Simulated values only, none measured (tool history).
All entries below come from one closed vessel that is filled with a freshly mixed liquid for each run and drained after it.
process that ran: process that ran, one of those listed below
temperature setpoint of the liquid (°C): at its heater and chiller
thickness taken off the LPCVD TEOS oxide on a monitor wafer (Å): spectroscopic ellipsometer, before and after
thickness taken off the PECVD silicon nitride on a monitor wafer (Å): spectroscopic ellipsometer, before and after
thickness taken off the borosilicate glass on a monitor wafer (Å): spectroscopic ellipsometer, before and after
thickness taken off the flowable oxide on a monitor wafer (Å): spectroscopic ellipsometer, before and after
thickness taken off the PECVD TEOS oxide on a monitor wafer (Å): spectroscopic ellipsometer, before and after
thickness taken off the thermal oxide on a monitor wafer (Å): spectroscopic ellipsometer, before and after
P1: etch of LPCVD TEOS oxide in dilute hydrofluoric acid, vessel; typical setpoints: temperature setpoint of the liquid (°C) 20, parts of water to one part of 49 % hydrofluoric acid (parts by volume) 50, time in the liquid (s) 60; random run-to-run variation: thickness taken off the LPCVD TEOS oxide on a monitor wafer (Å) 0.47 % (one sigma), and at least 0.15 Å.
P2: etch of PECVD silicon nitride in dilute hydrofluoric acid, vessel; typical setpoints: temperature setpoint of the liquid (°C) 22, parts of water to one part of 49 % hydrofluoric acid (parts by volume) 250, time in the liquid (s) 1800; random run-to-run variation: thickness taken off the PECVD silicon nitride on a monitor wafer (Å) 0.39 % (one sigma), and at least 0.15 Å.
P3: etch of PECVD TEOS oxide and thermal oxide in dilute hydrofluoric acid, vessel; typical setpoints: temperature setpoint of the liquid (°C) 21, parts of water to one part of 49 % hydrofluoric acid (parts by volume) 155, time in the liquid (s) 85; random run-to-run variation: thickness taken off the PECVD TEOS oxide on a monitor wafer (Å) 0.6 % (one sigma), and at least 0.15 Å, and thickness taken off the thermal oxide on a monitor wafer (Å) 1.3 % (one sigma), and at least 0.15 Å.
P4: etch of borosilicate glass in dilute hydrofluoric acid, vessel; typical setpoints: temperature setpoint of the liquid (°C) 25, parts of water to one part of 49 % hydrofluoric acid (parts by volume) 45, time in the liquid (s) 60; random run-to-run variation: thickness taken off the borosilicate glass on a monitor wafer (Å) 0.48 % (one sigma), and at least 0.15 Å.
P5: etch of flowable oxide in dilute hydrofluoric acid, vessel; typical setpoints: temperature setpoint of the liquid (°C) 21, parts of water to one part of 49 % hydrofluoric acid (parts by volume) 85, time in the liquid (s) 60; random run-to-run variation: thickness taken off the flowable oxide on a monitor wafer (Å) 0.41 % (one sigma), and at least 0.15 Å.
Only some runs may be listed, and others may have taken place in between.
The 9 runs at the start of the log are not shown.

run,hour,process that ran,temperature setpoint of the liquid (°C),parts of water to one part of 49 % hydrofluoric acid (parts by volume),time in the liquid (s),thickness taken off the LPCVD TEOS oxide on a monitor wafer (Å),thickness taken off the PECVD silicon nitride on a monitor wafer (Å),thickness taken off the borosilicate glass on a monitor wafer (Å),thickness taken off the flowable oxide on a monitor wafer (Å),thickness taken off the PECVD TEOS oxide on a monitor wafer (Å),thickness taken off the thermal oxide on a monitor wafer (Å)
10,127.5,P5,21,85,60,,,,251.18,,
11,135.5,P1,20,50,60,594.61,,,,,
12,150.6,P1,20,25,115,2355.3,,,,,
13,158.1,P4,25,45,30,,,214.33,,,
14,168.3,P3,21,155,135,,,,,72.12,36.544
15,175.7,P5,17.5,85,60,,,,215.95,,
16,185.4,P4,25,45,60,,,426.7,,,
17,196.5,P3,25,155,85,,,,,53.525,26.97
18,212.3,P2,22,250,360,,24.824,,,,

The next listed run, before its measurement:
19,222.9,P2,22,70,1800,,?,,,,

{"run 19": {"thickness taken off the PECVD silicon nitride on a monitor wafer (Å)": 430.8}}

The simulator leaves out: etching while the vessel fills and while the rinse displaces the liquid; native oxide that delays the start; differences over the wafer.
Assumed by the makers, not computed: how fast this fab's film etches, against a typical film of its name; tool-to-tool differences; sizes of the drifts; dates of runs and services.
